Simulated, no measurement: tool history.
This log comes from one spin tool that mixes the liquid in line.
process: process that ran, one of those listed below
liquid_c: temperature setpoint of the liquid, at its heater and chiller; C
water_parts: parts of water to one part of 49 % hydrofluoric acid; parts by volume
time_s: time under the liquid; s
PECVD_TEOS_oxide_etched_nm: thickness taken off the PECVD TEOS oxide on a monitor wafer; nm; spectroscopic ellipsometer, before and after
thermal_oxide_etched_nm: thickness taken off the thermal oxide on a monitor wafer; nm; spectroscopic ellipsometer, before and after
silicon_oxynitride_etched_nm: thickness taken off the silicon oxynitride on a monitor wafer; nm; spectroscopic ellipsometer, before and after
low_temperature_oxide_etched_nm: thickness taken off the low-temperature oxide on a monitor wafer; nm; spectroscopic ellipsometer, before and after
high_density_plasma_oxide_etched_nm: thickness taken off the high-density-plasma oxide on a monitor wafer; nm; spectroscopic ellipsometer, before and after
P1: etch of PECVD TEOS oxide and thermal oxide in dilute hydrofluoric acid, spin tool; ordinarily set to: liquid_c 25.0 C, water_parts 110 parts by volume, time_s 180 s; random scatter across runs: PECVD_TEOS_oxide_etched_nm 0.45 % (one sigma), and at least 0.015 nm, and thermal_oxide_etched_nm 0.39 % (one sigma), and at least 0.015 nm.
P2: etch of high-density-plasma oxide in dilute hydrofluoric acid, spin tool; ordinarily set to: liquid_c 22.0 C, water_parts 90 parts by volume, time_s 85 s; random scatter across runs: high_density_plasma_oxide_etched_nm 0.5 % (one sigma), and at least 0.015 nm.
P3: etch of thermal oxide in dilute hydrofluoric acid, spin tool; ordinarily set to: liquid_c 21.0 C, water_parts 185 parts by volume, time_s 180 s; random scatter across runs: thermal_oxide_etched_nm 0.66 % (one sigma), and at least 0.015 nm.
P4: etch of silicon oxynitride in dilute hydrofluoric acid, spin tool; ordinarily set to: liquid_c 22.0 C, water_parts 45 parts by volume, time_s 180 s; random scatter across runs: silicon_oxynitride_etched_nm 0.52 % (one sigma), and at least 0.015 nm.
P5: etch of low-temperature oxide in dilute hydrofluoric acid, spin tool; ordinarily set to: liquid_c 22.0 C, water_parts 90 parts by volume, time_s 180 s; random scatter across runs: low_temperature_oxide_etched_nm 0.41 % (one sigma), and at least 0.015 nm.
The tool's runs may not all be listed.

| run | hour | process | liquid_c | water_parts | time_s | hours since the thermometer was replaced | hours since the hydrofluoric acid flow meter was replaced | PECVD_TEOS_oxide_etched_nm | thermal_oxide_etched_nm | silicon_oxynitride_etched_nm | low_temperature_oxide_etched_nm | high_density_plasma_oxide_etched_nm |
|---|---|---|---|---|---|---|---|---|---|---|---|---|
| 1 | 11.0 | P1 | 25.0 | 110 | 180 | 670.7 | 1062.7 | 20.6520 | 7.87230 |  |  |  |
| 2 | 18.9 | P1 | 33.0 | 110 | 180 | 678.6 | 1070.6 | 27.9200 | 10.58500 |  |  |  |
| 3 | 28.1 | P3 | 21.0 | 300 | 180 | 687.8 | 1079.8 |  | 2.02040 |  |  |  |
| 4 | 39.2 | P1 | 25.0 | 110 | 180 | 698.9 | 1090.9 | 20.8010 | 7.80720 |  |  |  |
| 5 | 51.2 | P4 | 22.0 | 45 | 180 | 710.9 | 1102.9 |  |  | 5.3312 |  |  |
| 6 | 63.6 | P5 | 22.0 | 90 | 180 | 723.3 | 1115.3 |  |  |  | 37.733 |  |
| 7 | 72.7 | P3 | 21.0 | 185 | 180 | 732.4 | 1124.4 |  | 3.70350 |  |  |  |
| 8 | 86.5 | P1 | 25.0 | 110 | 325 | 746.2 | 1138.2 | 37.9280 | 14.17200 |  |  |  |
| 9 | 94.9 | P1 | 29.5 | 45 | 180 | 754.6 | 1146.6 | 66.2970 | 24.91000 |  |  |  |
| 10 | 109.4 | P1 | 25.0 | 110 | 180 | 769.1 | 1161.1 | 20.8970 | 7.86580 |  |  |  |
| 11 | 117.1 | P1 | 21.0 | 110 | 180 | 776.8 | 1168.8 | 17.7010 | 6.70690 |  |  |  |
| 12 | 125.7 | P3 | 21.0 | 185 | 355 | 785.4 | 1177.4 |  | 7.24240 |  |  |  |
| 13 | 139.9 | P4 | 22.0 | 45 | 180 | 799.6 | 1191.6 |  |  | 5.4237 |  |  |
| 14 | 147.6 | P3 | 25.5 | 185 | 180 | 807.3 | 1199.3 |  | 4.36200 |  |  |  |
| 15 | 154.4 | P4 | 26.5 | 45 | 180 | 814.1 | 1206.1 |  |  | 6.7229 |  |  |
| 16 | 169.9 | P1 | 25.0 | 40 | 180 | 829.6 | 1221.6 | 63.1510 | 23.69300 |  |  |  |
|  | 175.0 | hydrofluoric acid flow meter replaced |
| 17 | 182.3 | P5 | 22.0 | 90 | 180 | 842.0 | 7.4 |  |  |  | 38.033 |  |
| 18 | 196.8 | P4 | 22.0 | 45 | 275 | 856.5 | 21.9 |  |  | 8.2283 |  |  |
| 19 | 207.0 | P1 | 25.0 | 160 | 180 | 866.7 | 32.1 | 13.4280 | 5.06170 |  |  |  |
| 20 | 216.7 | P5 | 22.0 | 90 | 325 | 876.4 | 41.8 |  |  |  | 68.513 |  |
| 21 | 223.7 | P2 | 22.0 | 90 | 85 | 883.4 | 48.8 |  |  |  |  | 4.5337 |
| 22 | 237.0 | P1 | 25.0 | 110 | 180 | 896.7 | 62.1 | 20.6920 | 7.83900 |  |  |  |
| 23 | 246.5 | P4 | 22.0 | 20 | 180 | 906.2 | 71.6 |  |  | 12.1860 |  |  |
| 24 | 256.1 | P2 | 22.0 | 90 | 30 | 915.8 | 81.2 |  |  |  |  | 1.6288 |
| 25 | 268.0 | P3 | 21.0 | 185 | 180 | 927.7 | 93.1 |  | 3.70640 |  |  |  |
| 26 | 279.9 | P1 | 25.0 | 50 | 345 | 939.6 | 105.0 | 95.1600 | 35.92400 |  |  |  |
| 27 | 288.8 | P5 | 27.5 | 90 | 180 | 948.5 | 113.9 |  |  |  | 47.330 |  |
| 28 | 297.0 | P1 | 25.0 | 110 | 15 | 956.7 | 122.1 | 1.6955 | 0.65908 |  |  |  |
| 29 | 303.8 | P1 | 25.0 | 180 | 295 | 963.5 | 128.9 | 19.1270 | 7.26140 |  |  |  |
| 30 | 318.4 | P5 | 22.0 | 30 | 180 | 978.1 | 143.5 |  |  |  | 122.220 |  |
| 31 | 331.2 | P1 | 25.0 | 110 | 180 | 990.9 | 156.3 | 20.8280 | 7.83770 |  |  |  |
| 32 | 338.7 | P2 | 28.0 | 90 | 85 | 998.4 | 163.8 |  |  |  |  | 5.8577 |
| 33 | 347.9 | P2 | 22.0 | 165 | 85 | 1007.6 | 173.0 |  |  |  |  | 2.2880 |
| 34 | 356.0 | P1 | 25.0 | 110 | 180 | 1015.7 | 181.1 | 20.7740 | 7.81390 |  |  |  |
| 35 | 370.2 | P1 | 25.0 | 110 | 180 | 1029.9 | 195.3 | 21.7660 | 8.19550 |  |  |  |
| 36 | 379.3 | P1 | 25.0 | 110 | 180 | 1039.0 | 204.4 | 22.0990 | 8.30590 |  |  |  |
| 37 | 394.4 | P1 | 25.0 | 110 | 180 | 1054.1 | 219.5 | 22.2920 | 8.39610 |  |  |  |
| 38 | 402.8 | P1 | 25.0 | 110 | 180 | 1062.5 | 227.9 | 22.4700 | 8.46620 |  |  |  |
| 39 | 414.9 | P1 | 25.0 | 110 | 180 | 1074.6 | 240.0 | 22.6600 | 8.55210 |  |  |  |
| 40 | 426.7 | P1 | 25.0 | 110 | 180 | 1086.4 | 251.8 | 22.7790 | 8.58680 |  |  |  |
| 41 | 438.6 | P1 | 25.0 | 110 | 180 | 1098.3 | 263.7 | 22.6720 | 8.55710 |  |  |  |
| 42 | 451.1 | P1 | 25.0 | 110 | 180 | 1110.8 | 276.2 | 22.8450 | 8.56540 |  |  |  |
| 43 | 464.1 | P1 | 25.0 | 110 | 180 | 1123.8 | 289.2 | 22.7720 | 8.62700 |  |  |  |

What P1 gives has crept away from where it was. These 2 causes fit the log equally well, each at the size given:
A: liquid hotter than its thermometer reads (K) = 2.41
B: hydrofluoric acid flow above the setpoint (%) = 8.54
At approximately hour 356.0, the process output began to creep.

Below are 4 check runs, each averaged over 2 wafers, with their results shown as question marks. Which of them would give clearly different results depending on which cause is behind the drift?
| check 1 | 477.1 | P2 | 22.0 | 90 | 85 |  |  |  |  |  |  | ? |
| check 2 | 477.1 | P3 | 21.0 | 185 | 180 |  |  |  | ? |  |  |  |
| check 3 | 477.1 | P4 | 22.0 | 45 | 180 |  |  |  |  | ? |  |  |
| check 4 | 477.1 | P5 | 22.0 | 90 | 180 |  |  |  |  |  | ? |  |

How each check would come out, cause by cause:
| check | result | if A | if B |
|---|---|---|---|
| check 1 | high_density_plasma_oxide_etched_nm | 5.0502 | 5.0177 |
| check 2 | thermal_oxide_etched_nm | 4.02750 | 4.04870 |
| check 3 | silicon_oxynitride_etched_nm | 6.0432 | 5.8400 |
| check 4 | low_temperature_oxide_etched_nm | 41.824 | 41.555 |
Separation of the two closest causes in each check, using whichever result separates them best: check 1 0.65 %; check 2 0.53 %; check 3 3.42 %; check 4 0.65 %
Only check 3 tells the causes apart: in the others they would give nearly the same result.

Check 3 was then run and gave: silicon_oxynitride_etched_nm 5.8416 nm. Which cause is it?

B is the cause: hydrofluoric acid flow above the setpoint (%).
